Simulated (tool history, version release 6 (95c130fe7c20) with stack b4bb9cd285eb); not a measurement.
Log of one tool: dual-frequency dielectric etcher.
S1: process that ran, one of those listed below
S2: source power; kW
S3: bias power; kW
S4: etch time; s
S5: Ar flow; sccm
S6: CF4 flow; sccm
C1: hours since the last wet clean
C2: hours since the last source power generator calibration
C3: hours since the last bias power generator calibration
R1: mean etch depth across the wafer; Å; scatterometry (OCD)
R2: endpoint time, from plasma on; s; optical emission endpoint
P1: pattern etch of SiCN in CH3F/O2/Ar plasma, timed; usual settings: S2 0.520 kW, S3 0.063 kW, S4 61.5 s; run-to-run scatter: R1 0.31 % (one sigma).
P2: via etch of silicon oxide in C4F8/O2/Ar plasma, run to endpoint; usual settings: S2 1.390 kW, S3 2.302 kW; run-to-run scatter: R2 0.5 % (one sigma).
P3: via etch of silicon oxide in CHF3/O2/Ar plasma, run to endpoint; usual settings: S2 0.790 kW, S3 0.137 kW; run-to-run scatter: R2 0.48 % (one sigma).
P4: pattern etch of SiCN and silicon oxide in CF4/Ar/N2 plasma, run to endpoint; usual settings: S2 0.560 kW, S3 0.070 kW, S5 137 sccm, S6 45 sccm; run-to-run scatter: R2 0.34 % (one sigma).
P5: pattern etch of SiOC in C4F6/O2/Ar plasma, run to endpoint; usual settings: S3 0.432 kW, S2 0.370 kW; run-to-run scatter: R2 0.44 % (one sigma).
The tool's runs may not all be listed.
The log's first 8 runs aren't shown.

run   hour  S1     S2     S3    S4   S5  S6     C1     C2     C3      R1        R2
  9   43.9  P1  0.520  0.086  61.5           410.9  510.9  388.6  272.56
 10   49.7  P5  0.370  0.595                 416.7  516.7  394.4           11.6430
 11   55.8  P4  0.560  0.042        137  45  422.8  522.8  400.5           12.6860
 12   61.5  P1  0.520  0.063  61.5           428.5  528.5  406.2  244.61
 13   67.1  P4  0.560  0.070        137  45  434.1  534.1  411.8           10.6190
 14   70.5  P1  0.520  0.063  90.0           437.5  537.5  415.2  357.83
 15   74.1  P1  0.520  0.063  61.5           441.1  541.1  418.8  244.86
      74.6  -- bias power generator calibrated
 16   79.1  P1  0.520  0.063  61.5           446.1  546.1    4.5  244.16
 17   84.0  P3  1.080  0.137                 451.0  551.0    9.4          283.9300
 18   90.0  P1  0.620  0.063  61.5           457.0  557.0   15.4  260.66
 19   97.0  P4  0.560  0.070        137  45  464.0  564.0   22.4           10.6170
 20  103.9  P4  0.770  0.070        137  45  470.9  570.9   29.3            8.0213
 21  107.6  P1  0.520  0.049  61.5           474.6  574.6   33.0  224.82
 22  112.2  P3  0.790  0.137                 479.2  579.2   37.6          320.7200

Forecast run 23:
 23  119.1  P4  0.560  0.070      137  57  486.1  586.1  44.5       ?

R2: 10.2180 s
